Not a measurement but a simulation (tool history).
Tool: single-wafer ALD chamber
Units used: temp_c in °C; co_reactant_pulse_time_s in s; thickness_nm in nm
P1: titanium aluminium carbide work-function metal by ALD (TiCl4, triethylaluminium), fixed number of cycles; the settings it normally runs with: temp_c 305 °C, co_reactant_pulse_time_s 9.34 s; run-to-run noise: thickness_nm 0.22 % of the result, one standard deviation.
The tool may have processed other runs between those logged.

run,hour,temp_c,co_reactant_pulse_time_s,thickness_nm
1,4.5,305,9.34,1.9969
2,10.7,305,9.34,1.9924
3,14.8,305,9.34,2.0057
4,19.9,305,15.01,2.0567
5,26.7,281,9.34,1.7880
# hour 30.8: triethylaluminium bottle replaced
6,31.3,285,13.64,1.8791
7,36.9,305,3.95,1.5468
8,41.9,320,13.17,2.1783
9,45.5,305,9.34,1.9888
10,51.6,321,9.34,2.1361
11,58.7,305,9.34,1.9907
12,62.4,305,9.34,2.0004
13,68.3,305,9.34,1.9968
14,72.0,305,9.34,1.9772
15,76.4,305,9.34,1.9814
16,83.2,305,9.34,1.9741
17,86.4,305,9.34,1.9596
18,92.1,305,9.34,1.9576
19,96.9,305,9.34,1.9665
20,102.9,305,9.34,1.9511
21,107.6,305,9.34,1.9522
22,114.7,305,9.34,1.9535
23,119.9,305,9.34,1.9531
24,125.5,305,9.34,1.9479

P1 no longer gives what it gave before; its output has crept away from where it was. The following 2 causes, each at its listed size, fit the log equally well:
A: wafer temperature below the value expected at the setpoint (K) = 5.39
B: triethylaluminium dose below that of a fresh bottle (%) = 13.7
Onset of the creep was near hour 68.3.

Consider the 4 single-wafer check runs listed below, results given as question marks: which one distinguishes between the causes by giving clearly different results for each?
check 1,131.1,285,9.34,?
check 2,131.1,316,9.34,?
check 3,131.1,288,9.34,?
check 4,131.1,295,4.19,?

Expected result of each check under each candidate cause:
check,result,if A,if B
check 1,thickness_nm,1.7811,1.7839
check 2,thickness_nm,2.0429,2.0409
check 3,thickness_nm,1.8061,1.8085
check 4,thickness_nm,1.4843,1.4178
How far apart the two closest causes lie, in the result that separates them most: check 1 0.16 %; check 2 0.1 %; check 3 0.13 %; check 4 4.59 %
Only in check 4 would the causes give clearly different results; in the remaining checks their results would be nearly the same.

Check 4 was carried out, with these results: thickness_nm 1.4143 nm. Which of the listed causes is responsible?

The correct cause is B, namely: triethylaluminium dose below that of a fresh bottle (%).

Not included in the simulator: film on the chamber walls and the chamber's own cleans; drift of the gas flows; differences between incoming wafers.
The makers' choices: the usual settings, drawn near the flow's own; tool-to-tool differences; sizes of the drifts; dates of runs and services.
